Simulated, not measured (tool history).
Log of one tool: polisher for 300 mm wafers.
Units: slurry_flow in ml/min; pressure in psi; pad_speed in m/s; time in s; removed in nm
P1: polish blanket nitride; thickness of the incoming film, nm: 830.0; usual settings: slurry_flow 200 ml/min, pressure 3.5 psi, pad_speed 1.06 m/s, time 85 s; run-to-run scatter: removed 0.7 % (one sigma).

run	hour	slurry_flow	pressure	pad_speed	time	wafers polished on this pad	hours since the slurry nozzle was cleaned	hours since the head pressure was calibrated	removed
1	13.6	200	3.5	1.06	85	980	248.2	341.7	172.310
2	26.1	200	3.5	1.06	42	1126	260.7	354.2	85.941
3	36.1	200	3.5	0.48	85	1243	270.7	364.2	92.075
4	42.6	200	3.5	1.06	85	1319	277.2	370.7	173.940
5	52.1	200	3.5	1.06	85	1430	286.7	380.2	173.680
6	62.4	200	3.5	1.06	117	1550	297.0	390.5	238.250
7	76.3	200	3.5	1.06	85	1713	310.9	404.4	172.820
# hour 89.9: slurry nozzle cleaned
8	90.6	255	3.5	1.06	85	1880	0.7	418.7	177.940
9	98.0	200	1.6	1.06	85	1966	8.1	426.1	78.634
10	111.0	200	3.5	1.06	85	2118	21.1	439.1	173.400
11	122.3	200	5.0	1.06	85	2250	32.4	450.4	249.790
12	128.7	135	3.5	1.06	85	2325	38.8	456.8	163.170
13	142.3	200	3.5	1.56	38	2484	52.4	470.4	106.320
14	155.2	200	3.5	1.60	85	2634	65.3	483.3	239.620
15	166.5	200	3.5	1.06	85	2766	76.6	494.6	173.370
16	180.0	200	3.5	1.06	85	2924	90.1	508.1	167.550
17	193.9	200	3.5	1.06	85	3086	104.0	522.0	161.910
# hour 196.9: head pressure recalibrated
18	203.0	200	3.5	1.06	85	3192	113.1	6.2	161.960
19	214.4	200	3.5	1.06	85	3326	124.5	17.6	160.390

Forecast run 20:
20	226.7	200	3.5	1.06	85	3469	136.8	29.9	?

removed: 159.740 nm
